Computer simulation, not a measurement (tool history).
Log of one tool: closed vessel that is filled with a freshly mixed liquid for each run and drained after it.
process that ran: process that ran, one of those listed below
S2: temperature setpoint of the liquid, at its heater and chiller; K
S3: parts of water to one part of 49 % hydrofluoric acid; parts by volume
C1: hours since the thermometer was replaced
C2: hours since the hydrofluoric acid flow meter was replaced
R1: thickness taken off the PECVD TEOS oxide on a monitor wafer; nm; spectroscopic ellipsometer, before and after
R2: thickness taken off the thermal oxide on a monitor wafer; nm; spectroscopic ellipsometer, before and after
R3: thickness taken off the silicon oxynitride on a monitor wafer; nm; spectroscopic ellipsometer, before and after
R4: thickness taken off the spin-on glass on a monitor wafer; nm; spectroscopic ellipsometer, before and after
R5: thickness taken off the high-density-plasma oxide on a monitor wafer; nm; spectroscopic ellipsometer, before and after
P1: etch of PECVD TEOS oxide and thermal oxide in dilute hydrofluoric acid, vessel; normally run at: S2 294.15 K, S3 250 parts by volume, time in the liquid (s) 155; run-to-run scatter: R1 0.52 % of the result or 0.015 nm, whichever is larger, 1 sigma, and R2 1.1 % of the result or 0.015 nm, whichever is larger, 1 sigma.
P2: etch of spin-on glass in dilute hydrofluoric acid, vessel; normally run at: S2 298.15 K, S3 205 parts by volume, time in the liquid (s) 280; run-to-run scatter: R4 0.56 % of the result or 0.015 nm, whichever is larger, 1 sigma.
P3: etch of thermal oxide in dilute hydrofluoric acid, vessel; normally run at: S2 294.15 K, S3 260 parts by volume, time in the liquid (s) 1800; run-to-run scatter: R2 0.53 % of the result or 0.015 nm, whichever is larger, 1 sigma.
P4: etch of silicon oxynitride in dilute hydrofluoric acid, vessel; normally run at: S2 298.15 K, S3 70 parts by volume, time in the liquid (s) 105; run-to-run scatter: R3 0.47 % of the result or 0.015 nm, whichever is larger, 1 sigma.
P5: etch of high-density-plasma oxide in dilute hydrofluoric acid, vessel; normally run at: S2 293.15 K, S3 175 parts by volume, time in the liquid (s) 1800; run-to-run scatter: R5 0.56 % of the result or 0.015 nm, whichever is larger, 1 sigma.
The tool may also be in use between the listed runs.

run 1 day=0.396 | process_that_ran=P1 S2=294.15 S3=250 time_in_the_liquid_(s)=155 | C1=112.7 C2=789.7 | R1=8.8244 R2=2.149
run 2 day=0.838 | process_that_ran=P4 S2=298.15 S3=70 time_in_the_liquid_(s)=105 | C1=123.3 C2=800.3 | R3=4.3881
run 3 day=1.242 | process_that_ran=P1 S2=294.15 S3=250 time_in_the_liquid_(s)=155 | C1=133 C2=810 | R1=8.8539 R2=2.1258
run 4 day=1.642 | process_that_ran=P2 S2=298.15 S3=85 time_in_the_liquid_(s)=280 | C1=142.6 C2=819.6 | R4=139.81
run 5 day=2.142 | process_that_ran=P1 S2=294.15 S3=120 time_in_the_liquid_(s)=155 | C1=154.6 C2=831.6 | R1=21.168 R2=5.1028
run 6 day=2.558 | process_that_ran=P1 S2=294.15 S3=250 time_in_the_liquid_(s)=30 | C1=164.6 C2=841.6 | R1=1.7151 R2=0.41442
run 7 day=2.912 | process_that_ran=P5 S2=293.15 S3=270 time_in_the_liquid_(s)=1800 | C1=173.1 C2=850.1 | R5=24.468
run 8 day=3.146 | process_that_ran=P4 S2=298.15 S3=70 time_in_the_liquid_(s)=105 | C1=178.7 C2=855.7 | R3=4.3829
run 9 day=3.525 | process_that_ran=P3 S2=294.15 S3=405 time_in_the_liquid_(s)=1800 | C1=187.8 C2=864.8 | R2=14.231
run 10 day=3.842 | process_that_ran=P1 S2=297.65 S3=250 time_in_the_liquid_(s)=155 | C1=195.4 C2=872.4 | R1=10.131 R2=2.3986
run 11 day=4.342 | process_that_ran=P1 S2=299.15 S3=250 time_in_the_liquid_(s)=275 | C1=207.4 C2=884.4 | R1=18.87 R2=4.5718
run 12 day=4.675 | process_that_ran=P1 S2=294.15 S3=250 time_in_the_liquid_(s)=155 | C1=215.4 C2=892.4 | R1=8.9408 R2=2.1448
run 13 day=5.146 | process_that_ran=P4 S2=293.65 S3=70 time_in_the_liquid_(s)=105 | C1=226.7 C2=903.7 | R3=3.4971
run 14 day=5.604 | process_that_ran=P1 S2=294.15 S3=375 time_in_the_liquid_(s)=155 | C1=237.7 C2=914.7 | R1=5.2939 R2=1.2969
run 15 day=5.879 | process_that_ran=P1 S2=294.15 S3=55 time_in_the_liquid_(s)=45 | C1=244.3 C2=921.3 | R1=14.481 R2=3.509
run 16 day=6.379 | process_that_ran=P1 S2=294.15 S3=250 time_in_the_liquid_(s)=155 | C1=256.3 C2=933.3 | R1=8.9202 R2=2.1113
-- day=6.554 hydrofluoric acid flow meter replaced
run 17 day=6.633 | process_that_ran=P1 S2=290.15 S3=250 time_in_the_liquid_(s)=255 | C1=262.4 C2=2 | R1=12.524 R2=2.9819
run 18 day=7.092 | process_that_ran=P3 S2=294.15 S3=260 time_in_the_liquid_(s)=1800 | C1=273.4 C2=13 | R2=25.609
run 19 day=7.329 | process_that_ran=P5 S2=293.15 S3=175 time_in_the_liquid_(s)=2790 | C1=279.1 C2=18.7 | R5=62.977
run 20 day=7.767 | process_that_ran=P3 S2=298.15 S3=260 time_in_the_liquid_(s)=1800 | C1=289.6 C2=29.2 | R2=29.465
run 21 day=8.138 | process_that_ran=P4 S2=298.15 S3=70 time_in_the_liquid_(s)=175 | C1=298.5 C2=38.1 | R3=7.3683
run 22 day=8.55 | process_that_ran=P5 S2=293.15 S3=175 time_in_the_liquid_(s)=1800 | C1=308.4 C2=48 | R5=40.891
run 23 day=8.792 | process_that_ran=P3 S2=294.15 S3=260 time_in_the_liquid_(s)=1800 | C1=314.2 C2=53.8 | R2=25.449
run 24 day=9.242 | process_that_ran=P2 S2=291.15 S3=205 time_in_the_liquid_(s)=280 | C1=325 C2=64.6 | R4=38.443
run 25 day=9.471 | process_that_ran=P1 S2=290.15 S3=250 time_in_the_liquid_(s)=155 | C1=330.5 C2=70.1 | R1=7.5883 R2=1.8639
run 26 day=9.925 | process_that_ran=P4 S2=298.15 S3=45 time_in_the_liquid_(s)=105 | C1=341.4 C2=81 | R3=7.0251
run 27 day=10.188 | process_that_ran=P2 S2=298.15 S3=205 time_in_the_liquid_(s)=45 | C1=347.7 C2=87.3 | R4=7.976
run 28 day=10.517 | process_that_ran=P5 S2=293.15 S3=175 time_in_the_liquid_(s)=1800 | C1=355.6 C2=95.2 | R5=41.151
run 29 day=10.804 | process_that_ran=P1 S2=294.15 S3=250 time_in_the_liquid_(s)=250 | C1=362.5 C2=102.1 | R1=14.466 R2=3.4646
run 30 day=11.192 | process_that_ran=P2 S2=298.15 S3=205 time_in_the_liquid_(s)=280 | C1=371.8 C2=111.4 | R4=49.934
run 31 day=11.538 | process_that_ran=P5 S2=290.15 S3=175 time_in_the_liquid_(s)=1800 | C1=380.1 C2=119.7 | R5=36.306
run 32 day=11.779 | process_that_ran=P3 S2=294.15 S3=260 time_in_the_liquid_(s)=3455 | C1=385.9 C2=125.5 | R2=48.515
run 33 day=12.092 | process_that_ran=P1 S2=294.15 S3=250 time_in_the_liquid_(s)=155 | C1=393.4 C2=133 | R1=8.8465 R2=2.1477
run 34 day=12.342 | process_that_ran=P1 S2=294.15 S3=250 time_in_the_liquid_(s)=155 | C1=399.4 C2=139 | R1=9.0996 R2=2.1988
run 35 day=12.612 | process_that_ran=P1 S2=294.15 S3=250 time_in_the_liquid_(s)=155 | C1=405.9 C2=145.5 | R1=9.349 R2=2.2321
run 36 day=13.054 | process_that_ran=P1 S2=294.15 S3=250 time_in_the_liquid_(s)=155 | C1=416.5 C2=156.1 | R1=9.3879 R2=2.2792
run 37 day=13.4 | process_that_ran=P1 S2=294.15 S3=250 time_in_the_liquid_(s)=155 | C1=424.8 C2=164.4 | R1=9.647 R2=2.3466
run 38 day=13.662 | process_that_ran=P1 S2=294.15 S3=250 time_in_the_liquid_(s)=155 | C1=431.1 C2=170.7 | R1=9.6339 R2=2.3052
run 39 day=13.917 | process_that_ran=P1 S2=294.15 S3=250 time_in_the_liquid_(s)=155 | C1=437.2 C2=176.8 | R1=9.7189 R2=2.3041
run 40 day=14.388 | process_that_ran=P1 S2=294.15 S3=250 time_in_the_liquid_(s)=155 | C1=448.5 C2=188.1 | R1=9.5941 R2=2.3254

What P1 gives has crept away from where it was. These 2 causes fit the log equally well, each at the size given:
A: hydrofluoric acid flow above the setpoint (%) = 7.19
B: liquid hotter than its thermometer reads (K) = 2.34
The creep began at about day 12.092.

4 check runs are offered, each on 2 wafers whose results are averaged, their results left as question marks. Which one tells the causes apart?
run check 1 day=14.858 | process_that_ran=P2 S2=298.15 S3=205 time_in_the_liquid_(s)=280 | R4=?
run check 2 day=14.858 | process_that_ran=P5 S2=293.15 S3=175 time_in_the_liquid_(s)=1800 | R5=?
run check 3 day=14.858 | process_that_ran=P3 S2=294.15 S3=260 time_in_the_liquid_(s)=1800 | R2=?
run check 4 day=14.858 | process_that_ran=P4 S2=298.15 S3=70 time_in_the_liquid_(s)=105 | R3=?

What each check would give under each cause:
check=check_1 result=R4 if_A=54.385 if_B=54.36
check=check_2 result=R5 if_A=44.365 if_B=44.776
check=check_3 result=R2 if_A=27.539 if_B=27.513
check=check_4 result=R3 if_A=4.7315 if_B=4.9102
How far apart the two closest causes lie, in the result that separates them most: check 1 0.04 %; check 2 0.92 %; check 3 0.1 %; check 4 3.71 %
Check 4 tells the causes apart: in the others they would give nearly the same result.

Check 4 was then run and gave: R3 4.7533 nm. Which cause is it?

It is A: hydrofluoric acid flow above the setpoint (%).

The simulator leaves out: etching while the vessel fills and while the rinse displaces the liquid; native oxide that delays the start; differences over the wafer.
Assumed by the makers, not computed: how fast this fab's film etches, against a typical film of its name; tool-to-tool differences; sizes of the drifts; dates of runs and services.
